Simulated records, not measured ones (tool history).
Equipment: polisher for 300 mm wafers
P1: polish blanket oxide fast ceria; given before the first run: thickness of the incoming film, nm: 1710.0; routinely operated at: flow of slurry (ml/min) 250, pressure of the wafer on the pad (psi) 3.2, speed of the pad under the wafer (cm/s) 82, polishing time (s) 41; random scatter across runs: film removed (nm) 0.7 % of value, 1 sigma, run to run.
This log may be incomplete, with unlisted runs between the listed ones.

run   hour  flow of slurry (ml/min)  pressure of the wafer on the pad (psi)  speed of the pad under the wafer (cm/s)  polishing time (s)  wafers polished on this pad  hours since the slurry nozzle was cleaned  hours since the head pressure was calibrated  film removed (nm)
  1   11.2                      250                                     3.2                                       82                  41                          368                                      439.0                                         518.2             700.53
  2   21.0                      340                                     3.2                                       82                  41                          447                                      448.8                                         528.0             727.47
  3   29.4                      250                                     3.2                                       82                  18                          515                                      457.2                                         536.4             308.34
  4   46.4                      250                                     4.9                                       82                  41                          653                                      474.2                                         553.4            1086.40
  5   62.5                      150                                     3.2                                       82                  41                          784                                      490.3                                         569.5             661.49
  6   75.8                      250                                     3.2                                      126                  25                          891                                      503.6                                         582.8             664.48
  7   84.8                      250                                     3.2                                       82                  41                          964                                      512.6                                         591.8             706.29
  8  100.0                      250                                     3.2                                      122                  41                         1087                                      527.8                                         607.0            1037.20
  9  107.5                      250                                     1.4                                       82                  41                         1148                                      535.3                                         614.5             309.72
 10  119.6                      250                                     3.2                                       42                  41                         1246                                      547.4                                         626.6             364.73
 11  127.2                      250                                     3.2                                       82                  41                         1308                                      555.0                                         634.2             701.37
 12  140.1                      250                                     4.1                                       56                  41                         1412                                      567.9                                         647.1             614.47
 13  156.5                      250                                     3.2                                       82                  41                         1545                                      584.3                                         663.5             713.95
 14  165.8                      250                                     3.2                                       82                  56                         1620                                      593.6                                         672.8             966.26
 15  177.9                      250                                     3.2                                       82                  41                         1718                                      605.7                                         684.9             708.57
 16  188.4                      250                                     3.2                                       82                  41                         1803                                      616.2                                         695.4             684.94
 17  200.3                      250                                     3.2                                       82                  41                         1900                                      628.1                                         707.3             680.92
     210.3  -- head pressure recalibrated
 18  210.4                      250                                     3.2                                       82                  41                         1981                                      638.2                                           0.1             690.57
 19  226.5                      250                                     3.2                                       82                  41                         2112                                      654.3                                          16.2             680.57
 20  242.5                      250                                     3.2                                       82                  41                         2241                                      670.3                                          32.2             676.61
 21  252.5                      250                                     3.2                                       82                  41                         2322                                      680.3                                          42.2             691.49

What P1 gives has crept away from where it was. These 2 causes fit the log equally well, each at the size given:
A: removal rate lost through wear of the pad, % = 4.16
B: slurry flow missing at the pad, % = 28.7
The process output started creeping at around hour 177.9.
Each remaining cause and why it is not a fit:
head's pressure below its setpoint, %: was serviced at hour 210.3, once the creep was under way, yet the earlier output never came back

You are offered 4 check runs, listed below with question marks in place of their results; each one averages 5 wafers. Which run separates the listed causes by giving clearly different results for each?
check 1  262.5                      250                                     3.2                                      100                  41                                                                                                                                        ?
check 2  262.5                      250                                     3.2                                      102                  28                                                                                                                                        ?
check 3  262.5                      155                                     3.2                                       82                  41                                                                                                                                        ?
check 4  262.5                      250                                     4.8                                       82                  41                                                                                                                                        ?

Check results expected under each cause:
  check             result     if A     if B
check 1  film removed (nm)   827.11   827.10
check 2  film removed (nm)   576.15   576.14
check 3  film removed (nm)   635.92   620.97
check 4  film removed (nm)  1017.30  1017.30
Minimum pairwise separation of causes per check, each pair taken at its best-separating result: check 1 0 %; check 2 0 %; check 3 2.38 %; check 4 0 %
Only check 3 tells the causes apart: in the others they would give nearly the same result.

Then check 3 was run and gave: film removed (nm) 634.48. Which cause is it?

It was cause A: removal rate lost through wear of the pad, %.
